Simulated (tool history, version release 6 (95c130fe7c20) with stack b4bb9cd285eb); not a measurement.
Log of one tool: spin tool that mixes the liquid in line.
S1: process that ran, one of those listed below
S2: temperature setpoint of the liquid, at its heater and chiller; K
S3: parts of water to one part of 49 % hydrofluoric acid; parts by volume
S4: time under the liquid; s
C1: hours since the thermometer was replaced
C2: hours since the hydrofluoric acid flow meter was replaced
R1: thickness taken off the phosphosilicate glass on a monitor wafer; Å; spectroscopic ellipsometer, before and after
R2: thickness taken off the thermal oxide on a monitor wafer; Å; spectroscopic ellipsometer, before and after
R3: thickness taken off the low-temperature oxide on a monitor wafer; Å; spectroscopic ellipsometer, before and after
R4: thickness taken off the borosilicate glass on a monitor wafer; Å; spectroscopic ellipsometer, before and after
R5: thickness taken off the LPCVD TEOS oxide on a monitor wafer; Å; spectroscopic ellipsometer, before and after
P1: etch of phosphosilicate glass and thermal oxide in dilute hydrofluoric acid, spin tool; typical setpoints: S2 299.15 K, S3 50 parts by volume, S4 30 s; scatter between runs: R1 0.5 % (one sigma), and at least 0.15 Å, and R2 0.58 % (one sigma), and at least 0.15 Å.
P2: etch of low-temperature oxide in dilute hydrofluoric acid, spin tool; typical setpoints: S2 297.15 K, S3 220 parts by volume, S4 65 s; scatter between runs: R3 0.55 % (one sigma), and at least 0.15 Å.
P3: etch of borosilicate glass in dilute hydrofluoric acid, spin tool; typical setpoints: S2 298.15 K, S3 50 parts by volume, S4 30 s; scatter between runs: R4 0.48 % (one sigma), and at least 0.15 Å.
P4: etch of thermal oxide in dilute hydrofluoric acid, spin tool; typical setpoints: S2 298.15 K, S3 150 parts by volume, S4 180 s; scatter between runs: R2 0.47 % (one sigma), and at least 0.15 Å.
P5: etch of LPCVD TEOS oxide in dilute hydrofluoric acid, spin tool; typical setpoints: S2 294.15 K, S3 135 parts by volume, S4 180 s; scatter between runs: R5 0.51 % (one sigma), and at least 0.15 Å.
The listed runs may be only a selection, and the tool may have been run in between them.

run     day  S1      S2   S3   S4     C1      C2      R1      R2      R3      R4      R5
  1   0.196  P1  299.15   50   30  536.1   700.7  1409.1  34.227
  2   0.429  P1  299.15   50   30  541.7   706.3  1389.7  33.784
  3   0.667  P1  299.15   30   55  547.4     712  4424.9  107.48
  4   1.046  P1  299.15   50   30  556.5   721.1  1402.7   34.26
  5   1.296  P2  301.65  220   65  562.5   727.1                  54.588
  6   1.596  P3  298.15   50   45  569.7   734.3                           334.4
  7   1.938  P1  299.15   50   30  577.9   742.5  1391.3  34.475
  8   2.192  P4  298.15  150  180    584   748.6          55.711
  9   2.404  P1  299.15   80   30  589.1   753.7  832.97  20.786
 10   2.675  P5  290.15  135  180  595.6   760.2                                  248.97
 11   3.058  P5  294.15  135  320  604.8   769.4                                  523.59
 12   3.442  P3  292.65   50   30    614   778.6                          177.27
 13   3.738  P2  297.15  220   65  621.1   785.7                  45.656
 14   4.096  P1  299.15   30   30  629.7   794.3  2392.3  59.115
 15   4.308  P1  299.15   50   30  634.8   799.4  1386.4    34.6
 16   4.642  P5  294.15   40  180  642.8   807.4                                  1105.5
 17   4.879  P1  299.15   50   50  648.5   813.1  2329.8  57.027
 18   5.142  P1  299.15   50   15  654.8   819.4  704.11  17.005
 19   5.542  P1  306.65   50   15  664.4     829  935.54  22.968
 20   5.779  P3  298.15   20   30  670.1   834.7                          581.34
 21   6.062  P4  298.15  150   55  676.9   841.5          17.367
 22   6.471  P4  298.15  230  180  686.7   851.3          33.346
 23   6.896  P1  299.15   50   30  696.9   861.5  1386.1  34.337
 24   7.162  P2  297.15  345   65  703.3   867.9                  25.913
 25   7.471  P3  298.15   50   30  710.7   875.3                          223.59
 26   7.812  P1  293.15   50   30  718.9   883.5  1084.2  26.444
 27   8.233  P5  294.15  135  180    729   893.6                                  294.52
 28    8.45  P4  298.15  150  180  734.2   898.8          56.098
 29   8.804  P1  302.65   50   45  742.7   907.3  2385.3  58.358
 30   9.108  P2  297.15  220  115    750   914.6                  80.413
 31   9.404  P1  306.65   50   30  757.1   921.7  1873.5  45.556
 32   9.842  P1  299.15   50   30  767.6   932.2  1391.5  34.198
 33  10.162  P4  290.65  150  180  775.3   939.9          41.326
 34  10.388  P1  299.15   50   30  780.7   945.3  1384.7  34.265
 35  10.604  P1  299.15   50   30  785.9   950.5  1354.3  32.646
 36   10.85  P1  299.15   50   30  791.8   956.4  1323.3  32.815
 37  11.279  P1  299.15   50   30  802.1   966.7  1297.1   31.92
 38  11.717  P1  299.15   50   30  812.6   977.2  1290.8  31.248
 39  12.117  P1  299.15   50   30  822.2   986.8  1291.8  31.027
 40  12.538  P1  299.15   50   30  832.3   996.9  1271.1  31.212
 41  12.738  P1  299.15   50   30  837.1  1001.7  1268.1  30.945

P1 has crept away from where it was. The log is fitted equally well by each of these 2 causes, at the sizes shown:
A: liquid colder than its thermometer reads (K) = 2.16
B: hydrofluoric acid flow below the setpoint (%) = 7.89
The drift started at roughly day 10.388.

The list below offers 4 check runs, each averaging the results of 3 wafers, and shows each result as a question mark. For which of them would the listed causes give clearly different results?
check 1  12.938  P5  290.15  135  260                           ?
check 2  12.938  P2  297.15  315   90                   ?
check 3  12.938  P3  294.15   50   30                       ?
check 4  12.938  P4  292.65  150   95               ?

How each check would come out, cause by cause:
  check  result    if A    if B
check 1      R5  329.53  328.45
check 2      R3  37.367  36.177
check 3      R4  172.18  172.94
check 4      R2  21.887  21.712
Smallest distance between any two causes, each pair judged by its most separating result, in per cent: check 1 0.33 %; check 2 3.24 %; check 3 0.44 %; check 4 0.8 %
The causes can be told apart only by check 2. The other checks would give nearly the same results under each of them.

Here is what check 2 returned: R3 37.431 Å. Which cause is it?

The correct cause is A, namely: liquid colder than its thermometer reads (K).
